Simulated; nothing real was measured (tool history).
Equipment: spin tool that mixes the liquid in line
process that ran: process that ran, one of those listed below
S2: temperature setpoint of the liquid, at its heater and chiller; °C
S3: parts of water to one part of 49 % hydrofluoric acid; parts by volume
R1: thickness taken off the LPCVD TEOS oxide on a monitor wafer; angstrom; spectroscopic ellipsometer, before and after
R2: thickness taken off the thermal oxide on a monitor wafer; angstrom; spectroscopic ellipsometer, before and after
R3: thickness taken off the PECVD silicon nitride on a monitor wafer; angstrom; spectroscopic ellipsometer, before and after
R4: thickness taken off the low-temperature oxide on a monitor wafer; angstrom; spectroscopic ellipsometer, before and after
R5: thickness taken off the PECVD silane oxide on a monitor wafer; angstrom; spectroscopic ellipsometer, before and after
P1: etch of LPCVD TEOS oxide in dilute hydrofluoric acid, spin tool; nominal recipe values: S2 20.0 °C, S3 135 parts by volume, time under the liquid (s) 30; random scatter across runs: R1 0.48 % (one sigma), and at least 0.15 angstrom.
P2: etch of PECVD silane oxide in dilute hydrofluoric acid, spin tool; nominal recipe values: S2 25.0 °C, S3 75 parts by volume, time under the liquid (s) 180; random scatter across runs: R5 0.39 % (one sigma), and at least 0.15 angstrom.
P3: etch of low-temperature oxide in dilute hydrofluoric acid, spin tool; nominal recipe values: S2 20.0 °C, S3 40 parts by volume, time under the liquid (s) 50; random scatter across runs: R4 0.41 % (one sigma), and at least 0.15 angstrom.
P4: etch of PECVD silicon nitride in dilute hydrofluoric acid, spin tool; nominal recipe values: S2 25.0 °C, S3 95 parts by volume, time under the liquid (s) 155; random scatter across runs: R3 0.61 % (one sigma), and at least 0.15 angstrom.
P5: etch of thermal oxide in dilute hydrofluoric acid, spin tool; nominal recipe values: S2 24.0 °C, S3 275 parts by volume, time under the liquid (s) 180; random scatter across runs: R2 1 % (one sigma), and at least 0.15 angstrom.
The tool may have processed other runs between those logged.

Run 1, hour 3.5: process that ran P1, S2 20.0 °C, S3 135 parts by volume, time under the liquid (s) 30. Result: R1 48.511 angstrom.
Run 2, hour 6.1: process that ran P1, S2 20.0 °C, S3 135 parts by volume, time under the liquid (s) 30. Result: R1 48.484 angstrom.
Run 3, hour 10.3: process that ran P5, S2 24.0 °C, S3 105 parts by volume, time under the liquid (s) 180. Result: R2 82.686 angstrom.
Run 4, hour 13.1: process that ran P1, S2 20.0 °C, S3 135 parts by volume, time under the liquid (s) 30. Result: R1 48.894 angstrom.
Run 5, hour 16.6: process that ran P4, S2 25.0 °C, S3 95 parts by volume, time under the liquid (s) 285. Result: R3 87.832 angstrom.
Run 6, hour 19.8: process that ran P3, S2 20.0 °C, S3 40 parts by volume, time under the liquid (s) 30. Result: R4 203.74 angstrom.
Run 7, hour 23.1: process that ran P1, S2 17.0 °C, S3 135 parts by volume, time under the liquid (s) 30. Result: R1 42.882 angstrom.
Run 8, hour 27.6: process that ran P1, S2 27.5 °C, S3 135 parts by volume, time under the liquid (s) 15. Result: R1 32.288 angstrom.
Run 9, hour 31.8: process that ran P1, S2 20.0 °C, S3 135 parts by volume, time under the liquid (s) 30. Result: R1 48.437 angstrom.
Run 10, hour 36.3: process that ran P1, S2 20.0 °C, S3 135 parts by volume, time under the liquid (s) 30. Result: R1 48.547 angstrom.
Run 11, hour 40.1: process that ran P2, S2 25.0 °C, S3 75 parts by volume, time under the liquid (s) 25. Result: R5 60.873 angstrom.
Run 12, hour 42.6: process that ran P3, S2 25.0 °C, S3 40 parts by volume, time under the liquid (s) 50. Result: R4 416.88 angstrom.
Run 13, hour 47.7: process that ran P2, S2 25.0 °C, S3 130 parts by volume, time under the liquid (s) 180. Result: R5 233.280 angstrom.
Run 14, hour 51.9: process that ran P5, S2 24.0 °C, S3 275 parts by volume, time under the liquid (s) 180. Result: R2 25.537 angstrom.
Run 15, hour 56.0: process that ran P1, S2 20.0 °C, S3 135 parts by volume, time under the liquid (s) 30. Result: R1 48.534 angstrom.
Run 16, hour 60.7: process that ran P1, S2 20.0 °C, S3 135 parts by volume, time under the liquid (s) 30. Result: R1 48.735 angstrom.
Run 17, hour 63.9: process that ran P1, S2 20.0 °C, S3 135 parts by volume, time under the liquid (s) 60. Result: R1 98.014 angstrom.
Run 18, hour 66.8: process that ran P1, S2 20.0 °C, S3 190 parts by volume, time under the liquid (s) 45. Result: R1 49.049 angstrom.
Run 19, hour 69.8: process that ran P1, S2 20.0 °C, S3 135 parts by volume, time under the liquid (s) 15. Result: R1 24.538 angstrom.
Run 20, hour 72.0: process that ran P2, S2 25.0 °C, S3 75 parts by volume, time under the liquid (s) 180. Result: R5 430.490 angstrom.
Run 21, hour 74.3: process that ran P1, S2 20.0 °C, S3 195 parts by volume, time under the liquid (s) 30. Result: R1 31.958 angstrom.
Run 22, hour 79.1: process that ran P4, S2 25.0 °C, S3 175 parts by volume, time under the liquid (s) 155. Result: R3 26.149 angstrom.

Run 23, settings as shown, results not yet in. Your forecast:
Run 23, hour 82.1: process that ran P3, S2 20.0 °C, S3 65 parts by volume, time under the liquid (s) 50. Result: R4 ?.

{"run 23": {"R4": 202.1}}
